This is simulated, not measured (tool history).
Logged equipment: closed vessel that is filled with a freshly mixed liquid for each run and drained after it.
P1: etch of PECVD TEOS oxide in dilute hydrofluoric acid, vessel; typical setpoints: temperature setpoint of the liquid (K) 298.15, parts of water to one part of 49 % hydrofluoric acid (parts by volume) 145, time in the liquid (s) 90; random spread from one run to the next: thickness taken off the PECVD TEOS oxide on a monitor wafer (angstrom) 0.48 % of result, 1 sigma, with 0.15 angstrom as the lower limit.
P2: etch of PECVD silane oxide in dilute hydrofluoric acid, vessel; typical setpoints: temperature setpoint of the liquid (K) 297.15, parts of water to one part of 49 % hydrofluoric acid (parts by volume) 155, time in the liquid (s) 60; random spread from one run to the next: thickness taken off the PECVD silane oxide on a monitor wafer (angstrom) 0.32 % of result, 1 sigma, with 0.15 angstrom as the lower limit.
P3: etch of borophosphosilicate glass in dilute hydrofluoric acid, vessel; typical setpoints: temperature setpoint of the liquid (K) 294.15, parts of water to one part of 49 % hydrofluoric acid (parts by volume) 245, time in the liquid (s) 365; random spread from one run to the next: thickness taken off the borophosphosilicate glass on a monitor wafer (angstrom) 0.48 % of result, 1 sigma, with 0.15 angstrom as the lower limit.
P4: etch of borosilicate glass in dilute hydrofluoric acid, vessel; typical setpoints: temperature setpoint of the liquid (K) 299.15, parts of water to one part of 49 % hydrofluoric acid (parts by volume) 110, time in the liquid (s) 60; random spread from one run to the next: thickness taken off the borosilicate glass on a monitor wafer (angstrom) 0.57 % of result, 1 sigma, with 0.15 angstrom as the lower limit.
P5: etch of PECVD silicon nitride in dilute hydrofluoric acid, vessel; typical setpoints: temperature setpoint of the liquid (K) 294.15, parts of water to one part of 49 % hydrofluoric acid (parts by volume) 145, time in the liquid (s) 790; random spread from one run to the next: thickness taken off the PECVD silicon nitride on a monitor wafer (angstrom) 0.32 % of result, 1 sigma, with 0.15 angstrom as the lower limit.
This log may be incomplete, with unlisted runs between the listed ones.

run   hour  process that ran  temperature setpoint of the liquid (K)  parts of water to one part of 49 % hydrofluoric acid (parts by volume)  time in the liquid (s)  hours since the thermometer was replaced  hours since the hydrofluoric acid flow meter was replaced  thickness taken off the PECVD TEOS oxide on a monitor wafer (angstrom)  thickness taken off the PECVD silicon nitride on a monitor wafer (angstrom)  thickness taken off the borophosphosilicate glass on a monitor wafer (angstrom)  thickness taken off the borosilicate glass on a monitor wafer (angstrom)  thickness taken off the PECVD silane oxide on a monitor wafer (angstrom)
  1    2.4                P1                                  298.15                                                                     145                      90                                     305.0                                                     1332.0                                                                  60.707
  2    4.6                P5                                  294.15                                                                     145                     790                                     307.2                                                     1334.2                                                                                                                                              209.670
  3    9.3                P3                                  294.15                                                                     245                     365                                     311.9                                                     1338.9                                                                                                                                                                                                                                517.89
  4   12.9                P1                                  298.15                                                                     145                      90                                     315.5                                                     1342.5                                                                  60.358
  5   15.2                P1                                  298.15                                                                     145                      90                                     317.8                                                     1344.8                                                                  60.461
  6   18.9                P4                                  299.15                                                                     110                      30                                     321.5                                                     1348.5                                                                                                                                                                                                                                                                                                          79.816
  7   23.0                P4                                  305.65                                                                     110                      60                                     325.6                                                     1352.6                                                                                                                                                                                                                                                                                                         202.990
  8   27.6                P1                                  295.15                                                                     145                     145                                     330.2                                                     1357.2                                                                  86.933
  9   31.1                P3                                  294.15                                                                      95                     365                                     333.7                                                     1360.7                                                                                                                                                                                                                               1544.20
 10   35.0                P1                                  298.15                                                                      80                      90                                     337.6                                                     1364.6                                                                 118.930
 11   38.0                P1                                  298.15                                                                     145                     150                                     340.6                                                     1367.6                                                                 100.860
 12   40.2                P2                                  297.15                                                                     155                      60                                     342.8                                                     1369.8                                                                                                                                                                                                                                                                                                                                                                                    172.24
 13   44.5                P1                                  298.15                                                                     145                      90                                     347.1                                                     1374.1                                                                  61.270
 14   48.8                P1                                  291.65                                                                     145                      90                                     351.4                                                     1378.4                                                                  47.078
      50.2  -- hydrofluoric acid flow meter replaced
 15   51.3                P1                                  298.15                                                                     145                      90                                     353.9                                                        1.1                                                                  60.184
 16   54.9                P1                                  298.15                                                                     145                      90                                     357.5                                                        4.7                                                                  60.262
 17   57.3                P2                                  297.15                                                                      50                      60                                     359.9                                                        7.1                                                                                                                                                                                                                                                                                                                                                                                    603.73
 18   60.2                P5                                  301.65                                                                     145                     790                                     362.8                                                       10.0                                                                                                                                              338.110
 19   64.4                P2                                  303.15                                                                     155                      60                                     367.0                                                       14.2                                                                                                                                                                                                                                                                                                                                                                                    214.84
 20   67.8                P4                                  299.15                                                                     110                      60                                     370.4                                                       17.6                                                                                                                                                                                                                                                                                                         159.630
 21   72.0                P5                                  294.15                                                                     245                     790                                     374.6                                                       21.8                                                                                                                                              125.630
 22   77.0                P5                                  294.15                                                                     145                     320                                     379.6                                                       26.8                                                                                                                                               84.509
 23   81.9                P3                                  290.15                                                                     245                     365                                     384.5                                                       31.7                                                                                                                                                                                                                                437.17
 24   85.9                P1                                  298.15                                                                     215                      50                                     388.5                                                       35.7                                                                  20.977
 25   88.7                P4                                  299.15                                                                      30                      60                                     391.3                                                       38.5                                                                                                                                                                                                                                                                                                         653.400
 26   92.4                P1                                  305.65                                                                     145                      90                                     395.0                                                       42.2                                                                  79.812
 27   95.7                P4                                  299.15                                                                     110                      60                                     398.3                                                       45.5                                                                                                                                                                                                                                                                                                         159.040
 28   99.2                P1                                  298.15                                                                     145                      30                                     401.8                                                       49.0                                                                  19.846
 29  102.5                P3                                  294.15                                                                     245                     580                                     405.1                                                       52.3                                                                                                                                                                                                                                809.90
 30  104.7                P1                                  298.15                                                                     245                      30                                     407.3                                                       54.5                                                                  10.736
 31  107.3                P2                                  297.15                                                                     155                      90                                     409.9                                                       57.1                                                                                                                                                                                                                                                                                                                                                                                    257.24
 32  109.6                P1                                  298.15                                                                     250                      90                                     412.2                                                       59.4                                                                  31.160
 33  113.9                P5                                  294.15                                                                     145                     790                                     416.5                                                       63.7                                                                                                                                              209.720
 34  118.4                P1                                  298.15                                                                     145                      90                                     421.0                                                       68.2                                                                  60.104
 35  123.1                P1                                  298.15                                                                     145                      90                                     425.7                                                       72.9                                                                  57.535
 36  127.3                P1                                  298.15                                                                     145                      90                                     429.9                                                       77.1                                                                  56.816
 37  129.4                P1                                  298.15                                                                     145                      90                                     432.0                                                       79.2                                                                  56.562
 38  131.9                P1                                  298.15                                                                     145                      90                                     434.5                                                       81.7                                                                  56.250
 39  134.2                P1                                  298.15                                                                     145                      90                                     436.8                                                       84.0                                                                  55.524
 40  137.0                P1                                  298.15                                                                     145                      90                                     439.6                                                       86.8                                                                  56.198
 41  140.4                P1                                  298.15                                                                     145                      90                                     443.0                                                       90.2                                                                  55.758

What P1 gives has crept away from where it was. These 2 causes fit the log equally well, each at the size given:
A: liquid colder than its thermometer reads (K) = 2.15
B: hydrofluoric acid flow below the setpoint (%) = 6.78
Onset of the creep was near hour 118.4.

Each of the 4 check runs below uses one wafer; its results are left as question marks. Which run tells the causes apart?
check 1  143.8                P3                                  290.65                                                                     245                     535                                                                                                                                                                                                                                                                                                                                          ?
check 2  143.8                P5                                  294.15                                                                     145                     520                                                                                                                                                                                                                                                         ?
check 3  143.8                P2                                  300.15                                                                     155                      60                                                                                                                                                                                                                                                                                                                                                                                                                                                                                              ?
check 4  143.8                P4                                  303.65                                                                     110                      40                                                                                                                                                                                                                                                                                                                                                                                                                    ?

Check results expected under each cause:
  check                                                                           result     if A     if B
check 1  thickness taken off the borophosphosilicate glass on a monitor wafer (angstrom)   607.41   606.45
check 2      thickness taken off the PECVD silicon nitride on a monitor wafer (angstrom)  119.210  128.540
check 3         thickness taken off the PECVD silane oxide on a monitor wafer (angstrom)   177.21   176.59
check 4         thickness taken off the borosilicate glass on a monitor wafer (angstrom)  116.310  116.190
Separation of the two closest causes in each check, using whichever result separates them best: check 1 0.16 %; check 2 7.53 %; check 3 0.35 %; check 4 0.1 %
Check 2 is the one run that separates the causes; every other check would come out nearly the same whichever cause is at work.

Running check 2 produced the following: thickness taken off the PECVD silicon nitride on a monitor wafer (angstrom) 128.780. Which one of the listed causes fits?

The correct cause is B, namely: hydrofluoric acid flow below the setpoint (%).
